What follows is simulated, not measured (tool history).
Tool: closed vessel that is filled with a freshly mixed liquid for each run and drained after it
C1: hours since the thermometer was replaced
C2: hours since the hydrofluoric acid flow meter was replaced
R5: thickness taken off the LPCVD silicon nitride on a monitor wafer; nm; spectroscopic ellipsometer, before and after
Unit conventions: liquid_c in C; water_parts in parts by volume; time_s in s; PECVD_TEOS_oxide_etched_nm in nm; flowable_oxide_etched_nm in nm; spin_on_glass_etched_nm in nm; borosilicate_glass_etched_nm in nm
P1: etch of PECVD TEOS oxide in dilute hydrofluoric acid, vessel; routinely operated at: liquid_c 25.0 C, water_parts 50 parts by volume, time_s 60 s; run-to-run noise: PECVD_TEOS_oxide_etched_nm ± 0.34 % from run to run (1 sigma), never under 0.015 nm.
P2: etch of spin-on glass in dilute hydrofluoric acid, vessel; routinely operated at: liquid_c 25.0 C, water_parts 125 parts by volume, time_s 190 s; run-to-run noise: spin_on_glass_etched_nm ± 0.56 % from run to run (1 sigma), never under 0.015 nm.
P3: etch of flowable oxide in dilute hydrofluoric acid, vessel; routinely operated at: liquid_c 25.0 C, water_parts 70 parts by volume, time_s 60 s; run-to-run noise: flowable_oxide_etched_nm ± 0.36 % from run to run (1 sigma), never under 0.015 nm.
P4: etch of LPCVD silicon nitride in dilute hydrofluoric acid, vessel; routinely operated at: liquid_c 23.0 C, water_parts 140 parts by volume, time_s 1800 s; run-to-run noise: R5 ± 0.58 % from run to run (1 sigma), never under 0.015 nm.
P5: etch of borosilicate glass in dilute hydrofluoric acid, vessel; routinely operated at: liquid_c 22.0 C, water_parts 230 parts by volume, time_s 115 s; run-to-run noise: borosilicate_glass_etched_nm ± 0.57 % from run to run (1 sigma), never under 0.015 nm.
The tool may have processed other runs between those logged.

run 1 day=0.267 | process=P1 liquid_c=25.0 water_parts=50 time_s=60 | C1=1778.0 C2=69.8 | PECVD_TEOS_oxide_etched_nm=19.1750
run 2 day=0.450 | process=P1 liquid_c=25.0 water_parts=20 time_s=60 | C1=1782.4 C2=74.2 | PECVD_TEOS_oxide_etched_nm=50.3510
run 3 day=0.575 | process=P3 liquid_c=25.0 water_parts=70 time_s=60 | C1=1785.4 C2=77.2 | flowable_oxide_etched_nm=33.906
run 4 day=0.733 | process=P1 liquid_c=25.0 water_parts=50 time_s=60 | C1=1789.2 C2=81.0 | PECVD_TEOS_oxide_etched_nm=19.1760
-- day=0.917 thermometer replaced
run 5 day=0.938 | process=P1 liquid_c=18.0 water_parts=50 time_s=85 | C1=0.6 C2=85.9 | PECVD_TEOS_oxide_etched_nm=20.4360
run 6 day=1.154 | process=P2 liquid_c=25.0 water_parts=125 time_s=375 | C1=5.8 C2=91.1 | spin_on_glass_etched_nm=86.042
run 7 day=1.338 | process=P1 liquid_c=25.0 water_parts=50 time_s=60 | C1=10.2 C2=95.5 | PECVD_TEOS_oxide_etched_nm=19.2120
run 8 day=1.583 | process=P1 liquid_c=25.0 water_parts=50 time_s=30 | C1=16.1 C2=101.4 | PECVD_TEOS_oxide_etched_nm=9.6042
run 9 day=1.708 | process=P2 liquid_c=25.0 water_parts=175 time_s=190 | C1=19.1 C2=104.4 | spin_on_glass_etched_nm=29.455
run 10 day=1.871 | process=P5 liquid_c=22.0 water_parts=50 time_s=115 | C1=23.0 C2=108.3 | borosilicate_glass_etched_nm=66.164
run 11 day=2.033 | process=P5 liquid_c=22.0 water_parts=230 time_s=115 | C1=26.9 C2=112.2 | borosilicate_glass_etched_nm=11.650
run 12 day=2.262 | process=P3 liquid_c=17.0 water_parts=70 time_s=60 | C1=32.4 C2=117.7 | flowable_oxide_etched_nm=24.421
run 13 day=2.517 | process=P3 liquid_c=25.0 water_parts=70 time_s=60 | C1=38.5 C2=123.8 | flowable_oxide_etched_nm=33.685
run 14 day=2.712 | process=P5 liquid_c=28.0 water_parts=230 time_s=115 | C1=43.2 C2=128.5 | borosilicate_glass_etched_nm=14.624
run 15 day=2.933 | process=P4 liquid_c=23.0 water_parts=140 time_s=1800 | C1=48.5 C2=133.8 | R5=6.4260
run 16 day=3.104 | process=P1 liquid_c=25.0 water_parts=50 time_s=60 | C1=52.6 C2=137.9 | PECVD_TEOS_oxide_etched_nm=19.2590
run 17 day=3.325 | process=P2 liquid_c=18.5 water_parts=125 time_s=190 | C1=57.9 C2=143.2 | spin_on_glass_etched_nm=33.811
run 18 day=3.558 | process=P3 liquid_c=25.0 water_parts=70 time_s=90 | C1=63.5 C2=148.8 | flowable_oxide_etched_nm=50.744
run 19 day=3.779 | process=P2 liquid_c=25.0 water_parts=125 time_s=190 | C1=68.8 C2=154.1 | spin_on_glass_etched_nm=43.792
run 20 day=3.988 | process=P1 liquid_c=25.0 water_parts=50 time_s=110 | C1=73.8 C2=159.1 | PECVD_TEOS_oxide_etched_nm=35.3830
run 21 day=4.217 | process=P1 liquid_c=25.0 water_parts=50 time_s=60 | C1=79.3 C2=164.6 | PECVD_TEOS_oxide_etched_nm=19.1880
run 22 day=4.458 | process=P1 liquid_c=25.0 water_parts=90 time_s=60 | C1=85.1 C2=170.4 | PECVD_TEOS_oxide_etched_nm=10.1340
run 23 day=4.638 | process=P4 liquid_c=23.0 water_parts=255 time_s=1800 | C1=89.4 C2=174.7 | R5=3.5472
run 24 day=4.896 | process=P5 liquid_c=22.0 water_parts=230 time_s=205 | C1=95.6 C2=180.9 | borosilicate_glass_etched_nm=21.159
run 25 day=5.046 | process=P3 liquid_c=25.0 water_parts=45 time_s=60 | C1=99.2 C2=184.5 | flowable_oxide_etched_nm=54.524
run 26 day=5.200 | process=P4 liquid_c=23.0 water_parts=140 time_s=1800 | C1=102.9 C2=188.2 | R5=6.4424
run 27 day=5.479 | process=P2 liquid_c=25.0 water_parts=125 time_s=190 | C1=109.6 C2=194.9 | spin_on_glass_etched_nm=43.626
run 28 day=5.608 | process=P4 liquid_c=17.0 water_parts=140 time_s=1800 | C1=112.7 C2=198.0 | R5=4.2635
run 29 day=5.762 | process=P1 liquid_c=17.0 water_parts=50 time_s=60 | C1=116.4 C2=201.7 | PECVD_TEOS_oxide_etched_nm=13.7290
run 30 day=6.046 | process=P1 liquid_c=33.5 water_parts=50 time_s=60 | C1=123.2 C2=208.5 | PECVD_TEOS_oxide_etched_nm=27.0010
run 31 day=6.329 | process=P4 liquid_c=23.0 water_parts=140 time_s=3285 | C1=130.0 C2=215.3 | R5=11.7680
run 32 day=6.617 | process=P1 liquid_c=25.0 water_parts=50 time_s=60 | C1=136.9 C2=222.2 | PECVD_TEOS_oxide_etched_nm=19.1960
run 33 day=6.762 | process=P1 liquid_c=25.0 water_parts=50 time_s=60 | C1=140.4 C2=225.7 | PECVD_TEOS_oxide_etched_nm=19.9190
run 34 day=7.046 | process=P1 liquid_c=25.0 water_parts=50 time_s=60 | C1=147.2 C2=232.5 | PECVD_TEOS_oxide_etched_nm=20.5960
run 35 day=7.175 | process=P1 liquid_c=25.0 water_parts=50 time_s=60 | C1=150.3 C2=235.6 | PECVD_TEOS_oxide_etched_nm=20.8680
run 36 day=7.417 | process=P1 liquid_c=25.0 water_parts=50 time_s=60 | C1=156.1 C2=241.4 | PECVD_TEOS_oxide_etched_nm=21.0520
run 37 day=7.629 | process=P1 liquid_c=25.0 water_parts=50 time_s=60 | C1=161.2 C2=246.5 | PECVD_TEOS_oxide_etched_nm=21.2230
run 38 day=7.829 | process=P1 liquid_c=25.0 water_parts=50 time_s=60 | C1=166.0 C2=251.3 | PECVD_TEOS_oxide_etched_nm=21.1580
run 39 day=8.050 | process=P1 liquid_c=25.0 water_parts=50 time_s=60 | C1=171.3 C2=256.6 | PECVD_TEOS_oxide_etched_nm=21.0660

P1 has crept away from where it was. The log is fitted equally well by each of these 2 causes, at the sizes shown:
A: liquid hotter than its thermometer reads (K) = 2.42
B: hydrofluoric acid flow above the setpoint (%) = 9.61
The process output started creeping at around day 6.617.

4 check runs are offered, one wafer each, their results left as question marks. Which one tells the causes apart?
run check 1 day=8.271 | process=P5 liquid_c=22.0 water_parts=115 time_s=175 | borosilicate_glass_etched_nm=?
run check 2 day=8.271 | process=P3 liquid_c=17.5 water_parts=70 time_s=90 | flowable_oxide_etched_nm=?
run check 3 day=8.271 | process=P4 liquid_c=17.0 water_parts=230 time_s=1800 | R5=?
run check 4 day=8.271 | process=P2 liquid_c=20.5 water_parts=125 time_s=270 | spin_on_glass_etched_nm=?

How each check would come out, cause by cause:
check=check_1 result=borosilicate_glass_etched_nm if_A=44.426 if_B=44.775
check=check_2 result=flowable_oxide_etched_nm if_A=41.184 if_B=41.024
check=check_3 result=R5 if_A=3.1249 if_B=2.9074
check=check_4 result=spin_on_glass_etched_nm if_A=57.441 if_B=57.877
Per-check spread between the two closest causes, in the result where they differ most: check 1 0.78 %; check 2 0.39 %; check 3 7.21 %; check 4 0.76 %
Of the check runs offered, only check 3 discriminates between the causes; the rest would read about the same regardless of which cause applies.

Then check 3 was run and gave: R5 3.1500 nm. Which cause is it?

It was cause A: liquid hotter than its thermometer reads (K).

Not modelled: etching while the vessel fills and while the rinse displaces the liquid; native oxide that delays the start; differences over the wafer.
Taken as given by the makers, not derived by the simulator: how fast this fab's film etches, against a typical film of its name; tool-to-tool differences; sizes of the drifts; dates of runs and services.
